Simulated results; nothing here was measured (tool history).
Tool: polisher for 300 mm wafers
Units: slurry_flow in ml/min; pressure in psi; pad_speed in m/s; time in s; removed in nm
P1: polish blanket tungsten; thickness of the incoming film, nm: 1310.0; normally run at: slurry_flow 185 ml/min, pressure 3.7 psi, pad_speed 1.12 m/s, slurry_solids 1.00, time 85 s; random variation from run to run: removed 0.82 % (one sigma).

run   hour  slurry_flow  pressure  pad_speed  slurry_solids  time  wafers polished on this pad  hours since the slurry nozzle was cleaned  hours since the head pressure was calibrated  hours since the slurry blender was calibrated  hours since the slurry got fresh peroxide  removed
  1   15.5          185       3.7       1.12           1.00    85                          317                                      154.2                                         787.6                                           88.4                                       79.7   532.14
  2   29.7          185       3.7       1.12           1.00    85                          455                                      168.4                                         801.8                                          102.6                                       93.9   540.99
  3   38.9          185       3.7       1.72           1.00    85                          545                                      177.6                                         811.0                                          111.8                                      103.1   826.51
  4   51.5          185       3.7       1.12           0.65    85                          668                                      190.2                                         823.6                                          124.4                                      115.7   480.90
  5   62.5          185       3.7       1.12           1.00    85                          775                                      201.2                                         834.6                                          135.4                                      126.7   535.07
  6   73.6          185       3.7       1.12           1.00    55                          883                                      212.3                                         845.7                                          146.5                                      137.8   346.95
  7   87.1          255       3.7       1.12           1.00    85                         1015                                      225.8                                         859.2                                          160.0                                      151.3   552.96
  8  105.6          185       4.8       1.12           1.00    85                         1195                                      244.3                                         877.7                                          178.5                                      169.8   691.22
  9  117.4          185       3.7       1.12           1.25    42                         1310                                      256.1                                         889.5                                          190.3                                      181.6   277.89
 10  131.1          185       3.7       1.12           1.00    85                         1444                                      269.8                                         903.2                                          204.0                                      195.3   537.63
 11  144.2          110       3.7       1.12           1.00    85                         1572                                      282.9                                         916.3                                          217.1                                      208.4   489.50
     149.8  -- head pressure recalibrated
     155.5  -- slurry nozzle cleaned
 12  156.4          185       1.7       1.12           1.00    85                         1691                                        0.9                                           6.7                                          229.3                                      220.6   245.96
 13  166.6          185       3.7       1.12           1.00    85                         1790                                       11.1                                          16.9                                          239.5                                      230.8   542.76
 14  175.2          185       3.7       1.12           1.00    85                         1874                                       19.7                                          25.5                                          248.1                                      239.4   538.32
 15  191.4          185       3.7       1.12           1.25    85                         2032                                       35.9                                          41.7                                          264.3                                      255.6   568.95
 16  205.7          185       3.7       0.72           1.00    85                         2171                                       50.2                                          56.0                                          278.6                                      269.9   341.67
 17  222.0          185       3.7       1.12           1.00   110                         2330                                       66.5                                          72.3                                          294.9                                      286.2   692.78
 18  230.6          185       3.7       1.12           1.00    85                         2414                                       75.1                                          80.9                                          303.5                                      294.8   534.98
 19  246.8          185       3.7       1.12           1.00    85                         2572                                       91.3                                          97.1                                          319.7                                      311.0   519.39
 20  259.9          185       3.7       1.12           1.00    85                         2700                                      104.4                                         110.2                                          332.8                                      324.1   516.08
     273.9  -- slurry blender recalibrated
 21  275.7          185       3.7       1.12           1.00    85                         2854                                      120.2                                         126.0                                            1.9                                      339.9   505.10
     289.3  -- slurry tank refilled with fresh slurry and peroxide
 22  291.4          185       3.7       1.12           1.00    85                         3007                                      135.9                                         141.7                                           17.6                                        2.2   493.70
     301.7  -- worn pad replaced by a new one
 23  307.7          185       3.7       1.12           1.00    85                           59                                      152.2                                         158.0                                           33.9                                       18.5   505.94
 24  319.8          185       3.7       1.12           1.00    85                          177                                      164.3                                         170.1                                           46.0                                       30.6   497.49
 25  327.8          185       3.7       1.12           1.00    85                          255                                      172.3                                         178.1                                           54.0                                       38.6   494.28

What P1 gives has crept away from where it was. These 2 causes fit the log equally well, each at the size given:
A: head's pressure below its setpoint, % = 8.03
B: slurry flow missing at the pad, % = 37.6
The creep began at about hour 230.6.
Why every other cause is out:
removal rate lost through wear of the pad, %: serviced at hour 301.7, which brought nothing back
abrasive missing from the slurry, %: serviced at hour 273.9, which brought nothing back
peroxide lost from the slurry, %: serviced at hour 289.3, which brought nothing back

4 check runs are offered, each on 2 wafers whose results are averaged, their results left as question marks. Which one tells the causes apart?
check 1  335.8          185       3.7       1.70           1.00    85                                                                                                                                                                                                                        ?
check 2  335.8          185       3.7       1.12           1.25    85                                                                                                                                                                                                                        ?
check 3  335.8          110       3.7       1.12           1.00    85                                                                                                                                                                                                                        ?
check 4  335.8          185       3.7       1.52           1.00    85                                                                                                                                                                                                                        ?

What each check would give under each cause:
  check   result    if A    if B
check 1  removed  751.56  751.53
check 2  removed  522.27  522.25
check 3  removed  450.48  428.79
check 4  removed  671.98  671.96
How far apart the two closest causes lie, in the result that separates them most: check 1 0 %; check 2 0 %; check 3 4.94 %; check 4 0 %
Only check 3 tells the causes apart: in the others they would give nearly the same result.

Then check 3 was run and gave: removed 426.56 nm. Which cause is it?

It is B: slurry flow missing at the pad, %.

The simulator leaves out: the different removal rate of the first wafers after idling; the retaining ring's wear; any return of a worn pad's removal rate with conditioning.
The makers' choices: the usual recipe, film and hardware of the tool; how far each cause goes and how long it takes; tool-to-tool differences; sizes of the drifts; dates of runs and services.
